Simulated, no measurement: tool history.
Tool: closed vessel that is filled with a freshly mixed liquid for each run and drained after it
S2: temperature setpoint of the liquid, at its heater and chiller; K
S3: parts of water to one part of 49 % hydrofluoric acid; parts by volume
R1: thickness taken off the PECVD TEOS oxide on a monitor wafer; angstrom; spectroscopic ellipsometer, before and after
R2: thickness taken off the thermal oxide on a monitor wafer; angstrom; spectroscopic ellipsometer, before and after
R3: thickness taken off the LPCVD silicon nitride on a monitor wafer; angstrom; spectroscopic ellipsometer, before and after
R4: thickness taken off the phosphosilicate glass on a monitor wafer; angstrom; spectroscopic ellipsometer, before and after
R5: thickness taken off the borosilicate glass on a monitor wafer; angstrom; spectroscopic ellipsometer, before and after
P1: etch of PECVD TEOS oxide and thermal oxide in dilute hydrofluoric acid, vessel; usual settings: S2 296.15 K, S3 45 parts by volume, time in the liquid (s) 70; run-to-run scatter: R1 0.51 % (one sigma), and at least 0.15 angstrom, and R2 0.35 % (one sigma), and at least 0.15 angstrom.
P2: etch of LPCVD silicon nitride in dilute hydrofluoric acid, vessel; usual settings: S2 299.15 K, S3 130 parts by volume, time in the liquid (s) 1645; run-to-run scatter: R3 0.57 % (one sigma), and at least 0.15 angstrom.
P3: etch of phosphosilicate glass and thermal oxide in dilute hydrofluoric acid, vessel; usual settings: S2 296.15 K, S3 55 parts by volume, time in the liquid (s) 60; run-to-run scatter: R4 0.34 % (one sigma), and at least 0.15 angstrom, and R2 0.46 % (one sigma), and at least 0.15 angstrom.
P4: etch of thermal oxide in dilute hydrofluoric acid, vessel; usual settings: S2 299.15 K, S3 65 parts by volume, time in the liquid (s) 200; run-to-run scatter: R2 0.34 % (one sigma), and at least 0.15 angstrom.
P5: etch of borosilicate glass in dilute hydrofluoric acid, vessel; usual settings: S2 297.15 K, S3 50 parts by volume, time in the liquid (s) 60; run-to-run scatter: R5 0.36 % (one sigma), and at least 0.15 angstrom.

run 1 hour=11.7 | process_that_ran=P1 S2=296.15 S3=45 time_in_the_liquid_(s)=70 | R1=147.16 R2=75.978
run 2 hour=22.6 | process_that_ran=P2 S2=299.15 S3=130 time_in_the_liquid_(s)=3060 | R3=121.77
run 3 hour=30.9 | process_that_ran=P1 S2=296.15 S3=45 time_in_the_liquid_(s)=70 | R1=147.34 R2=76.078
run 4 hour=48.2 | process_that_ran=P1 S2=300.15 S3=45 time_in_the_liquid_(s)=70 | R1=173.1 R2=89.499
run 5 hour=57.1 | process_that_ran=P1 S2=296.15 S3=65 time_in_the_liquid_(s)=120 | R1=169.54 R2=88.222
-- hour=58.4 hydrofluoric acid flow meter replaced
run 6 hour=74.8 | process_that_ran=P2 S2=292.65 S3=130 time_in_the_liquid_(s)=1645 | R3=42.631
run 7 hour=90.3 | process_that_ran=P1 S2=296.15 S3=20 time_in_the_liquid_(s)=70 | R1=341.21 R2=177.72
run 8 hour=101 | process_that_ran=P1 S2=296.15 S3=25 time_in_the_liquid_(s)=110 | R1=429.36 R2=221.19
run 9 hour=112.2 | process_that_ran=P3 S2=296.15 S3=55 time_in_the_liquid_(s)=60 | R2=50.832 R4=1497.7
run 10 hour=122.9 | process_that_ran=P5 S2=297.15 S3=50 time_in_the_liquid_(s)=30 | R5=211.95
run 11 hour=139.8 | process_that_ran=P1 S2=296.15 S3=45 time_in_the_liquid_(s)=105 | R1=221.1 R2=114.3
run 12 hour=149.8 | process_that_ran=P4 S2=295.15 S3=65 time_in_the_liquid_(s)=200 | R2=138.28
run 13 hour=165.5 | process_that_ran=P2 S2=299.15 S3=30 time_in_the_liquid_(s)=1645 | R3=280.31
run 14 hour=177.7 | process_that_ran=P3 S2=302.65 S3=55 time_in_the_liquid_(s)=60 | R2=66.691 R4=1945.9
run 15 hour=189.9 | process_that_ran=P1 S2=296.15 S3=45 time_in_the_liquid_(s)=70 | R1=145.94 R2=76.597
run 16 hour=206.8 | process_that_ran=P3 S2=296.15 S3=55 time_in_the_liquid_(s)=60 | R2=51.354 R4=1493.1
run 17 hour=222 | process_that_ran=P5 S2=297.15 S3=50 time_in_the_liquid_(s)=60 | R5=422.96
run 18 hour=233 | process_that_ran=P5 S2=297.15 S3=70 time_in_the_liquid_(s)=60 | R5=294.37
run 19 hour=250.2 | process_that_ran=P1 S2=296.15 S3=45 time_in_the_liquid_(s)=70 | R1=146.97 R2=76.008
run 20 hour=262.7 | process_that_ran=P2 S2=299.15 S3=130 time_in_the_liquid_(s)=1645 | R3=65.588
run 21 hour=281.1 | process_that_ran=P1 S2=296.15 S3=80 time_in_the_liquid_(s)=70 | R1=78.813 R2=41.179
run 22 hour=295.3 | process_that_ran=P1 S2=296.15 S3=45 time_in_the_liquid_(s)=35 | R1=73.207 R2=37.86
run 23 hour=307.5 | process_that_ran=P1 S2=296.15 S3=45 time_in_the_liquid_(s)=70 | R1=146.19 R2=76.353
run 24 hour=316.7 | process_that_ran=P4 S2=299.15 S3=65 time_in_the_liquid_(s)=200 | R2=163.73
run 25 hour=325 | process_that_ran=P5 S2=304.15 S3=50 time_in_the_liquid_(s)=60 | R5=560.9
run 26 hour=339.4 | process_that_ran=P5 S2=297.15 S3=50 time_in_the_liquid_(s)=60 | R5=421.91
run 27 hour=351 | process_that_ran=P4 S2=299.15 S3=65 time_in_the_liquid_(s)=390 | R2=318.81
run 28 hour=365.9 | process_that_ran=P3 S2=296.15 S3=55 time_in_the_liquid_(s)=100 | R2=85.572 R4=2491.8
run 29 hour=374.7 | process_that_ran=P1 S2=290.65 S3=45 time_in_the_liquid_(s)=70 | R1=116.76 R2=59.879
run 30 hour=385.5 | process_that_ran=P4 S2=299.15 S3=40 time_in_the_liquid_(s)=200 | R2=274.89
run 31 hour=398.3 | process_that_ran=P3 S2=296.15 S3=25 time_in_the_liquid_(s)=60 | R2=116.85 R4=3408
run 32 hour=412.4 | process_that_ran=P1 S2=296.15 S3=45 time_in_the_liquid_(s)=70 | R1=146.81 R2=75.902
run 33 hour=424.2 | process_that_ran=P1 S2=296.15 S3=45 time_in_the_liquid_(s)=70 | R1=148.26 R2=77.624
run 34 hour=439.7 | process_that_ran=P1 S2=296.15 S3=45 time_in_the_liquid_(s)=70 | R1=153.02 R2=79.877
run 35 hour=450.9 | process_that_ran=P1 S2=296.15 S3=45 time_in_the_liquid_(s)=70 | R1=155.73 R2=79.795
run 36 hour=460.6 | process_that_ran=P1 S2=296.15 S3=45 time_in_the_liquid_(s)=70 | R1=155.29 R2=81.043
run 37 hour=474.6 | process_that_ran=P1 S2=296.15 S3=45 time_in_the_liquid_(s)=70 | R1=156.5 R2=80.849
run 38 hour=488.9 | process_that_ran=P1 S2=296.15 S3=45 time_in_the_liquid_(s)=70 | R1=157.18 R2=81.393
run 39 hour=504.9 | process_that_ran=P1 S2=296.15 S3=45 time_in_the_liquid_(s)=70 | R1=157.98 R2=81.613
run 40 hour=514 | process_that_ran=P1 S2=296.15 S3=45 time_in_the_liquid_(s)=70 | R1=156.78 R2=81.056

What P1 gives has crept away from where it was. These 2 causes fit the log equally well, each at the size given:
A: liquid hotter than its thermometer reads (K) = 1.63
B: hydrofluoric acid flow above the setpoint (%) = 6.57
The creep began at about hour 412.4.

4 check runs are offered, each on 2 wafers whose results are averaged, their results left as question marks. Which one tells the causes apart?
run check 1 hour=523.1 | process_that_ran=P5 S2=297.15 S3=50 time_in_the_liquid_(s)=60 | R5=?
run check 2 hour=523.1 | process_that_ran=P2 S2=299.15 S3=130 time_in_the_liquid_(s)=1645 | R3=?
run check 3 hour=523.1 | process_that_ran=P4 S2=299.15 S3=65 time_in_the_liquid_(s)=200 | R2=?
run check 4 hour=523.1 | process_that_ran=P3 S2=296.15 S3=55 time_in_the_liquid_(s)=60 | R2=? R4=?

What each check would give under each cause:
check=check_1 result=R5 if_A=452.54 if_B=453
check=check_2 result=R3 if_A=72.586 if_B=69.726
check=check_3 result=R2 if_A=174.14 if_B=174.9
check=check_4 result=R2 if_A=54.556 if_B=54.614
check=check_4 result=R4 if_A=1593.1 if_B=1594.8
How far apart the two closest causes lie, in the result that separates them most: check 1 0.1 %; check 2 4.02 %; check 3 0.44 %; check 4 0.11 %
Check 2 tells the causes apart: in the others they would give nearly the same result.

Then check 2 was run and gave: R3 72.453 angstrom. Which cause is it?

It is A: liquid hotter than its thermometer reads (K).
